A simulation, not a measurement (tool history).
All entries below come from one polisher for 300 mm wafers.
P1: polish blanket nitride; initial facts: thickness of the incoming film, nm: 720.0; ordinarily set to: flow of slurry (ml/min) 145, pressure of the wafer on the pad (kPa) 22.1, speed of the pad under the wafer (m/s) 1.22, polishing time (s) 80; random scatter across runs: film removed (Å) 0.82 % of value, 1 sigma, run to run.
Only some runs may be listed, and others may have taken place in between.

run     day  flow of slurry (ml/min)  pressure of the wafer on the pad (kPa)  speed of the pad under the wafer (m/s)  polishing time (s)  wafers polished on this pad  hours since the slurry nozzle was cleaned  hours since the head pressure was calibrated  film removed (Å)
  1   0.512                      145                                    22.1                                    1.22                  80                          718                                      469.0                                         951.2           1655.20
  2   0.975                      145                                    22.1                                    1.88                  80                          827                                      480.1                                         962.3           2308.80
  3   1.404                       85                                    15.2                                    1.22                  80                          927                                      490.4                                         972.6           1005.80
  4   1.846                      145                                    22.1                                    1.22                 114                         1031                                      501.0                                         983.2           2384.50
  5   2.162                      145                                    22.1                                    1.22                  80                         1105                                      508.6                                         990.8           1649.40
  6   2.583                      185                                    22.1                                    1.22                  80                         1204                                      518.7                                        1000.9           1716.10
  7   2.988                      145                                    22.1                                    0.88                  80                         1299                                      528.4                                        1010.6           1264.30
  8   3.304                      145                                    22.1                                    1.22                  80                         1373                                      536.0                                        1018.2           1638.20
  9   3.879                      145                                    22.1                                    1.22                  38                         1508                                      549.8                                        1032.0            790.25
 10   4.346                      145                                    22.1                                    1.22                  80                         1618                                      561.0                                        1043.2           1659.80
 11   4.871                      145                                    22.1                                    1.22                  80                         1741                                      573.6                                        1055.8           1643.40
 12   5.412                      145                                    22.1                                    1.22                  80                         1868                                      586.6                                        1068.8           1645.20
 13   5.779                       85                                    22.1                                    1.22                  80                         1954                                      595.4                                        1077.6           1456.60
 14   6.192                      105                                    22.1                                    0.68                  80                         2051                                      605.3                                        1087.5            964.37
 15   6.521                      145                                    16.5                                    1.22                  80                         2128                                      613.2                                        1095.4           1233.40
 16   7.033                      145                                    29.6                                    1.22                  80                         2248                                      625.5                                        1107.7           2233.30
 17   7.338                      145                                    22.1                                    1.22                  80                         2320                                      632.8                                        1115.0           1635.80
 18   7.775                      145                                    22.1                                    1.22                  80                         2423                                      643.3                                        1125.5           1640.30
 19   8.204                      145                                    22.1                                    1.22                  80                         2523                                      653.6                                        1135.8           1610.30
 20   8.638                      145                                    22.1                                    1.22                  80                         2625                                      664.0                                        1146.2           1548.30
 21   9.088                      145                                    22.1                                    1.22                  80                         2731                                      674.8                                        1157.0           1523.80
 22   9.571                      145                                    22.1                                    1.22                  80                         2844                                      686.4                                        1168.6           1543.50
 23  10.046                      145                                    22.1                                    1.22                  80                         2955                                      697.8                                        1180.0           1505.30
 24  10.633                      145                                    22.1                                    1.22                  80                         3093                                      711.9                                        1194.1           1489.10
 25  10.912                      145                                    22.1                                    1.22                  80                         3159                                      718.6                                        1200.8           1483.00
     11.425  -- worn pad replaced by a new one
 26  11.492                      145                                    22.1                                    1.22                  80                           16                                      732.5                                        1214.7           1500.10
 27  11.921                      145                                    22.1                                    1.22                  80                          117                                      742.8                                        1225.0           1475.50
 28  12.479                      145                                    22.1                                    1.22                  80                          248                                      756.2                                        1238.4           1495.10
 29  12.975                      145                                    22.1                                    1.22                  80                          364                                      768.1                                        1250.3           1485.10

What P1 gives has crept off from where it sat before. The 2 causes that follow fit the log equally well, each at the size noted:
A: slurry flow missing at the pad, % = 38.1
B: head's pressure below its setpoint, % = 10.2
The creep began at about day 7.775.
All other causes, with the reason each is excluded:
removal rate lost through wear of the pad, %: maintenance at day 11.425, after the shift began, did not return the process to its former output

4 check runs are offered, one wafer each, their results left as question marks. Which one tells the causes apart?
check 1  13.471                       85                                    22.1                                    1.22                 108                                                                                                                                       ?
check 2  13.471                      145                                    22.1                                    0.96                  80                                                                                                                                       ?
check 3  13.471                      145                                    22.1                                    1.86                  53                                                                                                                                       ?
check 4  13.471                      145                                    22.1                                    1.22                 104                                                                                                                                       ?

Expected result of each check under each candidate cause:
  check            result     if A     if B
check 1  film removed (Å)  1659.60  1767.90
check 2  film removed (Å)  1222.60  1223.10
check 3  film removed (Å)  1374.80  1375.50
check 4  film removed (Å)  1925.20  1926.10
Per check, the gap between the least separated pair of causes, taken in the result that splits them most: check 1 6.33 %; check 2 0.04 %; check 3 0.04 %; check 4 0.04 %
Check 1 distinguishes between the causes, while the remaining checks would return nearly the same result for all of them.

With check 1 done, the readings were: film removed (Å) 1781.90. Identify which of the listed causes applies.

B is the cause: head's pressure below its setpoint, %.
